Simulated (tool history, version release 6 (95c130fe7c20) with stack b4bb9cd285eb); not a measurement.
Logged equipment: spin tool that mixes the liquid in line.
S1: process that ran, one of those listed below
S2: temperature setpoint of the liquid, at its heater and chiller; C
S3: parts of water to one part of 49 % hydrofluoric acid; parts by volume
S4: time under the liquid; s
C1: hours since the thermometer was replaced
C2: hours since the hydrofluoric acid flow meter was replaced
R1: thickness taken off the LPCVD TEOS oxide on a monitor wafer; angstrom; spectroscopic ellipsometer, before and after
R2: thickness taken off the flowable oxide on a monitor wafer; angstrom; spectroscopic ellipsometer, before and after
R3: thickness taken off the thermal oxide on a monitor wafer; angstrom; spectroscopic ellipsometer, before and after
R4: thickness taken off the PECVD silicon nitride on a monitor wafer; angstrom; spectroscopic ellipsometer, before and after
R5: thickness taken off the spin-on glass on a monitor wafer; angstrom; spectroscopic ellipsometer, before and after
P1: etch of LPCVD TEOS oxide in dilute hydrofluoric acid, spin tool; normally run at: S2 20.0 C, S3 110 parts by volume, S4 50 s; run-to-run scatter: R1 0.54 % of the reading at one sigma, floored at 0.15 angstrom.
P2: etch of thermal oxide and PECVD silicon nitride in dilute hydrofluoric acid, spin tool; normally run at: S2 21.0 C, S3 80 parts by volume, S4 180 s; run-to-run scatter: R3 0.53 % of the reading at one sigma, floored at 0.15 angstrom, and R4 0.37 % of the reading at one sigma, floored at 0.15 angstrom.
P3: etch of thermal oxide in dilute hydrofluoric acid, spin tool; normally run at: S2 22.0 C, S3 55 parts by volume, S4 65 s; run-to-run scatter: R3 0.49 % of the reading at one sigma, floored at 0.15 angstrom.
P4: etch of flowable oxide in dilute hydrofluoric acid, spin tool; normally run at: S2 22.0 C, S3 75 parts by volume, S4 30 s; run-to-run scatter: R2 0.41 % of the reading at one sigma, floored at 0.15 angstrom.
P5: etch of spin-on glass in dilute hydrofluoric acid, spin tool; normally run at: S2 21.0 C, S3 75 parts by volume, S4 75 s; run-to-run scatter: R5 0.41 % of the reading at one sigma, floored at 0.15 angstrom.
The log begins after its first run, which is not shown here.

run   hour  S1    S2   S3   S4      C1      C2       R1       R2       R3      R4      R5
  2   25.5  P4  22.0   75   30   881.9  1633.2           101.200
  3   41.8  P2  17.0   80  180   898.2  1649.5                     84.042  61.784
  4   57.9  P4  28.0   75   30   914.3  1665.6           128.480
  5   69.3  P1  26.5  110   50   925.7  1677.0  158.300
  6   80.4  P1  17.0  110   50   936.8  1688.1  106.530
  7   94.8  P1  20.0  110   50   951.2  1702.5  121.210
  8  106.9  P1  20.0  110   90   963.3  1714.6  217.440
  9  116.2  P4  22.0   75   15   972.6  1723.9            50.173
 10  127.8  P3  22.0   55   65   984.2  1735.5                     50.177
 11  139.4  P1  20.0  160   80   995.8  1747.1  126.280
 12  154.9  P5  21.0   75   75  1011.3  1762.6                                     313.60
 13  163.9  P5  21.0   75   15  1020.3  1771.6                                      62.46
 14  173.1  P3  22.0  105   65  1029.5  1780.8                     24.956
 15  186.8  P4  22.0  135   30  1043.2  1794.5            52.096
 16  199.8  P2  21.0  135  180  1056.2  1807.5                     55.884  48.711
 17  212.1  P5  21.0   75   75  1068.5  1819.8                                     313.12
 18  229.3  P3  22.0   55  130  1085.7  1837.0                    100.870
 19  239.5  P2  21.0   80  180  1095.9  1847.2                     99.129  82.063
 20  252.8  P3  18.0   55   65  1109.2  1860.5                     42.305
 21  270.7  P2  21.0   80   40  1127.1  1878.4                     22.447  18.317
 22  286.6  P4  22.0   75   30  1143.0  1894.3           101.070
 23  302.1  P1  20.0  110   50  1158.5  1909.8  122.610
 24  316.5  P1  20.0  160   50  1172.9  1924.2   79.028
 25  333.3  P1  20.0  110   30  1189.7  1941.0   71.938

Forecast run 26:
 26  345.3  P3  22.0  55  65  1201.7  1953.0           ?

Run 26 measured R3 50.009 angstrom.

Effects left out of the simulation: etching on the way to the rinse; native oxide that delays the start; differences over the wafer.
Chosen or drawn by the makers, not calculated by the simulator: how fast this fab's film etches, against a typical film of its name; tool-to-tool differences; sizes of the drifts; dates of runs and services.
